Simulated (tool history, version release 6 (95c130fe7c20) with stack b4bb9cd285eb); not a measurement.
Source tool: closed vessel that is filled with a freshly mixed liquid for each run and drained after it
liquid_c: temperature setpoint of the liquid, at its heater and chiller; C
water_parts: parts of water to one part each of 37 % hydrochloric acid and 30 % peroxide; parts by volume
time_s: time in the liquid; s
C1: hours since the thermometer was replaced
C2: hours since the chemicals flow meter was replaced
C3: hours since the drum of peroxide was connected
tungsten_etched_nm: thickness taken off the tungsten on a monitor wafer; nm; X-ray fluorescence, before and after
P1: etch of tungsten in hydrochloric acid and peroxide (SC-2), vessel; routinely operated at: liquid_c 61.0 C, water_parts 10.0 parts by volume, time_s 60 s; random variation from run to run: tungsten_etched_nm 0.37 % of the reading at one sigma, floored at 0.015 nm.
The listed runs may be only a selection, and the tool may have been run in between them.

Run 1, hour 4.1: liquid_c 61.0 C, water_parts 10.0 parts by volume, time_s 60 s; C1 161.6; C2 1238.4; C3 254.5. Result: tungsten_etched_nm 24.7260 nm.
Run 2, hour 9.0: liquid_c 61.0 C, water_parts 10.0 parts by volume, time_s 110 s; C1 166.5; C2 1243.3; C3 259.4. Result: tungsten_etched_nm 45.6860 nm.
Run 3, hour 11.4: liquid_c 61.0 C, water_parts 4.0 parts by volume, time_s 60 s; C1 168.9; C2 1245.7; C3 261.8. Result: tungsten_etched_nm 49.9290 nm.
Run 4, hour 14.2: liquid_c 61.0 C, water_parts 10.0 parts by volume, time_s 60 s; C1 171.7; C2 1248.5; C3 264.6. Result: tungsten_etched_nm 25.0540 nm.
Run 5, hour 19.3: liquid_c 71.5 C, water_parts 10.0 parts by volume, time_s 60 s; C1 176.8; C2 1253.6; C3 269.7. Result: tungsten_etched_nm 47.0370 nm.
Run 6, hour 22.1: liquid_c 61.0 C, water_parts 10.0 parts by volume, time_s 60 s; C1 179.6; C2 1256.4; C3 272.5. Result: tungsten_etched_nm 25.0160 nm.
At hour 23.8: thermometer replaced.
Run 7, hour 24.5: liquid_c 61.0 C, water_parts 4.0 parts by volume, time_s 30 s; C1 0.8; C2 1258.8; C3 274.9. Result: tungsten_etched_nm 25.0730 nm.
Run 8, hour 28.7: liquid_c 61.0 C, water_parts 10.0 parts by volume, time_s 60 s; C1 5.0; C2 1263.0; C3 279.1. Result: tungsten_etched_nm 24.8930 nm.
Run 9, hour 34.1: liquid_c 61.0 C, water_parts 10.0 parts by volume, time_s 30 s; C1 10.4; C2 1268.4; C3 284.5. Result: tungsten_etched_nm 12.4420 nm.
Run 10, hour 39.3: liquid_c 61.0 C, water_parts 10.0 parts by volume, time_s 60 s; C1 15.6; C2 1273.6; C3 289.7. Result: tungsten_etched_nm 24.9510 nm.
At hour 41.9: chemicals flow meter replaced.
Run 11, hour 43.2: liquid_c 61.0 C, water_parts 16.5 parts by volume, time_s 60 s; C1 19.5; C2 1.4; C3 293.6. Result: tungsten_etched_nm 16.1610 nm.
Run 12, hour 45.7: liquid_c 46.5 C, water_parts 10.0 parts by volume, time_s 60 s; C1 22.0; C2 3.9; C3 296.1. Result: tungsten_etched_nm 9.7046 nm.
Run 13, hour 48.1: liquid_c 61.0 C, water_parts 10.0 parts by volume, time_s 60 s; C1 24.4; C2 6.3; C3 298.5. Result: tungsten_etched_nm 24.8810 nm.
Run 14, hour 51.1: liquid_c 61.0 C, water_parts 10.0 parts by volume, time_s 60 s; C1 27.4; C2 9.3; C3 301.5. Result: tungsten_etched_nm 23.9100 nm.
Run 15, hour 54.7: liquid_c 61.0 C, water_parts 10.0 parts by volume, time_s 60 s; C1 31.0; C2 12.9; C3 305.1. Result: tungsten_etched_nm 23.4430 nm.
At hour 57.8: new drum of peroxide connected.
Run 16, hour 59.3: liquid_c 61.0 C, water_parts 10.0 parts by volume, time_s 60 s; C1 35.6; C2 17.5; C3 1.5. Result: tungsten_etched_nm 22.9820 nm.
Run 17, hour 62.6: liquid_c 61.0 C, water_parts 10.0 parts by volume, time_s 60 s; C1 38.9; C2 20.8; C3 4.8. Result: tungsten_etched_nm 22.8950 nm.
Run 18, hour 66.3: liquid_c 61.0 C, water_parts 10.0 parts by volume, time_s 60 s; C1 42.6; C2 24.5; C3 8.5. Result: tungsten_etched_nm 22.6610 nm.

Predict the results of run 19:
Run 19, hour 70.3: liquid_c 61.0 C, water_parts 10.0 parts by volume, time_s 60 s; C1 46.6; C2 28.5; C3 12.5. Result: tungsten_etched_nm ?.

{"run 19": {"tungsten_etched_nm": 22.745}}
